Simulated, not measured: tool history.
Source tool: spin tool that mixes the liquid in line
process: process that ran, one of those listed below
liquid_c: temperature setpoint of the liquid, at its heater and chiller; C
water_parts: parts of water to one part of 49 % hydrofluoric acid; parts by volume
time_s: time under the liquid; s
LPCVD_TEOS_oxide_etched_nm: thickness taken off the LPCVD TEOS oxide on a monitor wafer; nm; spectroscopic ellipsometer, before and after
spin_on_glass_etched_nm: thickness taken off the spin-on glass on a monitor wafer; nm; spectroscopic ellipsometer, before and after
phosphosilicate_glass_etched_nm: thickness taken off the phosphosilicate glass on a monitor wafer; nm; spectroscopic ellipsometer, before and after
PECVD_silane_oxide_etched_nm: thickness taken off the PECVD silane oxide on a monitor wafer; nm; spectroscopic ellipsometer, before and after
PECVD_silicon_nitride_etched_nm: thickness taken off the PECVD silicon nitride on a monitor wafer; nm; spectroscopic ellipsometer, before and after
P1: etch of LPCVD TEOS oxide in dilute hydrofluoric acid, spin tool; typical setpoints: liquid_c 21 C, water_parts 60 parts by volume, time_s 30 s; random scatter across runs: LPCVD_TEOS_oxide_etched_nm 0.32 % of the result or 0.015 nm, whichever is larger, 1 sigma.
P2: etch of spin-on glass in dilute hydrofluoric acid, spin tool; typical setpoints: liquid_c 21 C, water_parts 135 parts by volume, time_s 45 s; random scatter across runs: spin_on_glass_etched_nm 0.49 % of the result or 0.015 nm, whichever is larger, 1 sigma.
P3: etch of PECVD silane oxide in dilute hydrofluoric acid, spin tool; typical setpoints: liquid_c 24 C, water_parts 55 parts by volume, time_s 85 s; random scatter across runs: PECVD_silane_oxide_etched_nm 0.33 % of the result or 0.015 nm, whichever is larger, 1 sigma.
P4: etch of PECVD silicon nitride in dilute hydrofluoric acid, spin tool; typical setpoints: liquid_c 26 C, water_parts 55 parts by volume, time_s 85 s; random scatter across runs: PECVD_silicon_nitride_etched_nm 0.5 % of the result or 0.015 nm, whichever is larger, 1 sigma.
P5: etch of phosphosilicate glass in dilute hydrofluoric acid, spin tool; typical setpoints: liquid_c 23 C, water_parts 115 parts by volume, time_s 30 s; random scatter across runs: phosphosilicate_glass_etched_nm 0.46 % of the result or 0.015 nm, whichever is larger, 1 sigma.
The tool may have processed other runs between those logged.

run,hour,process,liquid_c,water_parts,time_s,LPCVD_TEOS_oxide_etched_nm,spin_on_glass_etched_nm,phosphosilicate_glass_etched_nm,PECVD_silane_oxide_etched_nm,PECVD_silicon_nitride_etched_nm
1,3.1,P1,21,60,30,7.8397,,,,
2,6.4,P1,21,60,65,16.8750,,,,
3,10.5,P1,27,60,15,4.9895,,,,
4,12.7,P2,21,135,80,,28.082,,,
5,17.1,P1,21,30,30,16.2700,,,,
6,19.1,P1,21,60,15,3.9052,,,,
7,22.8,P1,21,60,30,7.8509,,,,
8,26.7,P1,21,60,30,7.8358,,,,
9,29.3,P5,23,115,30,,,47.785,,
10,33.3,P1,21,60,30,7.7750,,,,
11,38.0,P1,26,60,30,9.5975,,,,
12,40.0,P3,24,55,85,,,,48.7960,
13,44.7,P5,23,115,30,,,48.029,,
14,47.3,P3,24,20,85,,,,140.4400,
15,50.1,P2,21,135,45,,15.879,,,
16,54.6,P4,26,55,35,,,,,2.6998
17,56.8,P4,18,55,85,,,,,3.7852
18,60.7,P1,21,90,30,5.0569,,,,
19,64.0,P1,21,60,30,7.8634,,,,
20,67.3,P2,17,135,45,,13.286,,,
21,71.6,P4,26,20,85,,,,,17.7630
22,75.5,P1,17,60,30,6.5494,,,,
23,78.9,P5,23,180,30,,,28.449,,
24,82.8,P3,24,55,15,,,,8.6672,
25,87.1,P5,23,115,15,,,23.834,,
26,90.2,P3,32,55,85,,,,66.9870,
27,92.5,P2,21,40,45,,59.824,,,
28,96.7,P5,17,115,30,,,37.379,,
29,101.1,P4,26,55,85,,,,,6.6488
30,104.6,P3,24,55,85,,,,48.9760,
31,107.7,P1,21,60,30,7.7970,,,,
32,111.2,P1,21,60,30,8.1735,,,,
33,113.6,P1,21,60,30,8.3197,,,,
34,116.2,P1,21,60,30,8.3224,,,,
35,119.3,P1,21,60,30,8.3619,,,,
36,123.7,P1,21,60,30,8.4889,,,,
37,127.1,P1,21,60,30,8.4737,,,,
38,130.2,P1,21,60,30,8.4943,,,,

What P1 gives has crept away from where it was. These 2 causes fit the log equally well, each at the size given:
A: hydrofluoric acid flow above the setpoint (%) = 8.02
B: liquid hotter than its thermometer reads (K) = 1.99
The onset of the drift is placed at about hour 107.7.

Below are 4 check runs, each on a single wafer, with their results shown as question marks. Which of them would tell the listed causes apart, meaning the causes would give clearly different results under it?
check 1,133.3,P4,18.5,55,85,,,,,?
check 2,133.3,P5,17.5,115,15,,,?,,
check 3,133.3,P2,18.0,135,80,,?,,,
check 4,133.3,P3,24.0,20,85,,,,?,

How each check would come out, cause by cause:
check,result,if A,if B
check 1,PECVD_silicon_nitride_etched_nm,4.2799,4.5613
check 2,phosphosilicate_glass_etched_nm,20.817,20.736
check 3,spin_on_glass_etched_nm,27.085,26.907
check 4,PECVD_silane_oxide_etched_nm,152.5300,153.2200
Gap, in per cent, between the two causes that each check separates least, read from the result that separates them most: check 1 6.37 %; check 2 0.39 %; check 3 0.66 %; check 4 0.45 %
Check 1 tells the causes apart: in the others they would give nearly the same result.

After running check 1, the following was obtained: PECVD_silicon_nitride_etched_nm 4.3045 nm. Which cause does this point to?

It was cause A: hydrofluoric acid flow above the setpoint (%).

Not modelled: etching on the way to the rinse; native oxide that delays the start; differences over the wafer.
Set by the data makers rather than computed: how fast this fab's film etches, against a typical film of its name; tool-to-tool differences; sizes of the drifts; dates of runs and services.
